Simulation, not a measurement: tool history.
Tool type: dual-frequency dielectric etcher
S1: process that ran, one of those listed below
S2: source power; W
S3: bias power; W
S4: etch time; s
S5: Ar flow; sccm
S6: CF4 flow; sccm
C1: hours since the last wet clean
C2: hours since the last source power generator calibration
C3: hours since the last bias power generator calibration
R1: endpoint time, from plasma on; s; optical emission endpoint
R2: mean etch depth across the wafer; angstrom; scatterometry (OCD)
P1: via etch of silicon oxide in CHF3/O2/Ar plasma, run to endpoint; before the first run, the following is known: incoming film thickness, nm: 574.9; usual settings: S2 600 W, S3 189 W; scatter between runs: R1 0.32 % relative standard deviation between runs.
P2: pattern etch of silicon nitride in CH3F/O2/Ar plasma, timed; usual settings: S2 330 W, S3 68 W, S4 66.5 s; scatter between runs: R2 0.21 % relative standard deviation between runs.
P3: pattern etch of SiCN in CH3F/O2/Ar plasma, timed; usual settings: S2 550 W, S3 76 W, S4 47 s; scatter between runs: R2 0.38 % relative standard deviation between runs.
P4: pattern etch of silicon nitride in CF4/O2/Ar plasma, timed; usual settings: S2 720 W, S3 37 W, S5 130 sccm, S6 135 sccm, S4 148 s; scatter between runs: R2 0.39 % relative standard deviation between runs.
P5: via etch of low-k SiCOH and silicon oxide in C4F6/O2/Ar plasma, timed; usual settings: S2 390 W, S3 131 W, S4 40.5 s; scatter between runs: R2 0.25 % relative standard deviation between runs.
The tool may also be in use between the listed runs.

Run 1, day 0.433: S1 P1, S2 600 W, S3 189 W; C1 240.1; C2 572.6; C3 1591.8. Result: R1 277.55 s.
Run 2, day 0.862: S1 P1, S2 750 W, S3 189 W; C1 250.4; C2 582.9; C3 1602.1. Result: R1 255.63 s.
Run 3, day 1.312: S1 P5, S2 230 W, S3 131 W, S4 40.5 s; C1 261.2; C2 593.7; C3 1612.9. Result: R2 771.14 angstrom.
Run 4, day 1.783: S1 P4, S2 720 W, S3 37 W, S4 148 s, S5 130 sccm, S6 184 sccm; C1 272.5; C2 605; C3 1624.2. Result: R2 3618.8 angstrom.
Run 5, day 2.333: S1 P3, S2 380 W, S3 76 W, S4 47 s; C1 285.7; C2 618.2; C3 1637.4. Result: R2 179.25 angstrom.
Run 6, day 2.767: S1 P5, S2 390 W, S3 131 W, S4 59 s; C1 296.1; C2 628.6; C3 1647.8. Result: R2 1376.8 angstrom.
Run 7, day 3.267: S1 P5, S2 390 W, S3 131 W, S4 40.5 s; C1 308.1; C2 640.6; C3 1659.8. Result: R2 949.15 angstrom.
Run 8, day 3.675: S1 P4, S2 720 W, S3 46 W, S4 148 s, S5 130 sccm, S6 135 sccm; C1 317.9; C2 650.4; C3 1669.6. Result: R2 3738 angstrom.
Run 9, day 4.125: S1 P1, S2 600 W, S3 255 W; C1 328.7; C2 661.2; C3 1680.4. Result: R1 249.14 s.
Run 10, day 4.517: S1 P1, S2 600 W, S3 189 W; C1 338.1; C2 670.6; C3 1689.8. Result: R1 278.27 s.
Run 11, day 4.892: S1 P1, S2 720 W, S3 147 W; C1 347.1; C2 679.6; C3 1698.8. Result: R1 284.18 s.
Run 12, day 5.354: S1 P4, S2 720 W, S3 37 W, S4 148 s, S5 130 sccm, S6 135 sccm; C1 358.2; C2 690.7; C3 1709.9. Result: R2 3482.4 angstrom.
Run 13, day 5.775: S1 P2, S2 330 W, S3 68 W, S4 50 s; C1 368.3; C2 700.8; C3 1720. Result: R2 325.52 angstrom.
Run 14, day 6.275: S1 P4, S2 720 W, S3 37 W, S4 190.5 s, S5 130 sccm, S6 135 sccm; C1 380.3; C2 712.8; C3 1732. Result: R2 4452 angstrom.
Run 15, day 6.771: S1 P4, S2 510 W, S3 37 W, S4 148 s, S5 130 sccm, S6 135 sccm; C1 392.2; C2 724.7; C3 1743.9. Result: R2 2568.2 angstrom.
Run 16, day 7.242: S1 P1, S2 600 W, S3 189 W; C1 403.5; C2 736; C3 1755.2. Result: R1 276.74 s.
Run 17, day 7.688: S1 P1, S2 370 W, S3 219 W; C1 414.2; C2 746.7; C3 1765.9. Result: R1 317.44 s.
Run 18, day 8.208: S1 P3, S2 550 W, S3 76 W, S4 67.5 s; C1 426.7; C2 759.2; C3 1778.4. Result: R2 294.37 angstrom.
Run 19, day 8.55: S1 P4, S2 720 W, S3 37 W, S4 148 s, S5 130 sccm, S6 135 sccm; C1 434.9; C2 767.4; C3 1786.6. Result: R2 3510.3 angstrom.
Run 20, day 8.992: S1 P3, S2 550 W, S3 76 W, S4 47 s; C1 445.5; C2 778; C3 1797.2. Result: R2 205.44 angstrom.
Run 21, day 9.233: S1 P2, S2 430 W, S3 68 W, S4 66.5 s; C1 451.3; C2 783.8; C3 1803. Result: R2 478.2 angstrom.
Run 22, day 9.575: S1 P1, S2 600 W, S3 189 W; C1 459.5; C2 792; C3 1811.2. Result: R1 278.76 s.
Run 23, day 10.05: S1 P1, S2 740 W, S3 136 W; C1 470.9; C2 803.4; C3 1822.6. Result: R1 285.64 s.
Run 24, day 10.342: S1 P2, S2 330 W, S3 68 W, S4 66.5 s; C1 477.9; C2 810.4; C3 1829.6. Result: R2 432.78 angstrom.
Run 25, day 10.704: S1 P1, S2 600 W, S3 189 W; C1 486.6; C2 819.1; C3 1838.3. Result: R1 279.53 s.
Run 26, day 11.212: S1 P3, S2 550 W, S3 76 W, S4 47 s; C1 498.8; C2 831.3; C3 1850.5. Result: R2 205.08 angstrom.
Run 27, day 11.696: S1 P1, S2 600 W, S3 189 W; C1 510.4; C2 842.9; C3 1862.1. Result: R1 276.68 s.
Run 28, day 12.021: S1 P3, S2 550 W, S3 57 W, S4 47 s; C1 518.2; C2 850.7; C3 1869.9. Result: R2 184.92 angstrom.
Run 29, day 12.35: S1 P4, S2 720 W, S3 37 W, S4 148 s, S5 83 sccm, S6 135 sccm; C1 526.1; C2 858.6; C3 1877.8. Result: R2 3688.4 angstrom.
Run 30, day 12.8: S1 P1, S2 600 W, S3 154 W; C1 536.9; C2 869.4; C3 1888.6. Result: R1 297.94 s.
Run 31, day 13.233: S1 P2, S2 330 W, S3 47 W, S4 66.5 s; C1 547.3; C2 879.8; C3 1899. Result: R2 381.98 angstrom.
Run 32, day 13.783: S1 P2, S2 330 W, S3 68 W, S4 66.5 s; C1 560.5; C2 893; C3 1912.2. Result: R2 433.35 angstrom.
Run 33, day 14.175: S1 P5, S2 390 W, S3 131 W, S4 40.5 s; C1 569.9; C2 902.4; C3 1921.6. Result: R2 945.88 angstrom.
Run 34, day 14.446: S1 P1, S2 470 W, S3 189 W; C1 576.4; C2 908.9; C3 1928.1. Result: R1 305.18 s.
Run 35, day 14.733: S1 P5, S2 390 W, S3 166 W, S4 40.5 s; C1 583.3; C2 915.8; C3 1935. Result: R2 1014.4 angstrom.
Run 36, day 15.204: S1 P1, S2 600 W, S3 189 W; C1 594.6; C2 927.1; C3 1946.3. Result: R1 277.07 s.
Run 37, day 15.504: S1 P1, S2 600 W, S3 189 W; C1 601.8; C2 934.3; C3 1953.5. Result: R1 276.83 s.
Run 38, day 16.017: S1 P1, S2 600 W, S3 189 W; C1 614.1; C2 946.6; C3 1965.8. Result: R1 275.68 s.
At day 16.158: wet clean of the chamber.
Run 39, day 16.375: S1 P1, S2 600 W, S3 189 W; C1 5.3; C2 955.2; C3 1974.4. Result: R1 274.19 s.
Run 40, day 16.683: S1 P1, S2 600 W, S3 189 W; C1 12.7; C2 962.6; C3 1981.8. Result: R1 273.69 s.
Run 41, day 16.946: S1 P1, S2 600 W, S3 189 W; C1 19; C2 968.9; C3 1988.1. Result: R1 274.89 s.
Run 42, day 17.233: S1 P1, S2 600 W, S3 189 W; C1 25.9; C2 975.8; C3 1995. Result: R1 275.69 s.
Run 43, day 17.592: S1 P1, S2 600 W, S3 189 W; C1 34.5; C2 984.4; C3 2003.6. Result: R1 273.51 s.
Run 44, day 17.904: S1 P1, S2 600 W, S3 189 W; C1 42; C2 991.9; C3 2011.1. Result: R1 274.3 s.

Something has made what P1 gives creep away from where it was; the 2 causes below, each at its own stated size, fit the log equally well:
A: bias power that arrives over what is set, % = 4.82
B: source power that arrives over what is set, % = 4.3
The creep began at about day 15.204.
Every other cause this tool's parts could produce, and why it does not fit the log:
chamber walls in a state that raises the etch rate, %: its service at day 16.158 followed the start of the drift and did not put the process back to its old value

Consider the 4 check runs below, whose results appear as question marks and each of which averages 2 wafers. Which one distinguishes the causes, in that each cause would give it a clearly different result?
Run check 1, day 18.217: S1 P4, S2 720 W, S3 37 W, S4 148 s, S5 130 sccm, S6 135 sccm. Result: R2 ?.
Run check 2, day 18.217: S1 P2, S2 330 W, S3 68 W, S4 66.5 s. Result: R2 ?.
Run check 3, day 18.217: S1 P3, S2 550 W, S3 76 W, S4 47 s. Result: R2 ?.
Run check 4, day 18.217: S1 P5, S2 390 W, S3 131 W, S4 40.5 s. Result: R2 ?.

Outcome of each check run for each possible cause:
  check  result    if A    if B
check 1      R2  3536.4  3612.5
check 2      R2  439.45  439.33
check 3      R2  208.26  208.13
check 4      R2  959.14  961.84
Distance between the nearest two causes, measured in the result of the check that separates them most: check 1 2.13 %; check 2 0.03 %; check 3 0.06 %; check 4 0.28 %
Only in check 1 would the causes give clearly different results; in the remaining checks their results would be nearly the same.

Here is what check 1 returned: R2 3606.7 angstrom. Which cause is it?

It was cause B: source power that arrives over what is set, %.
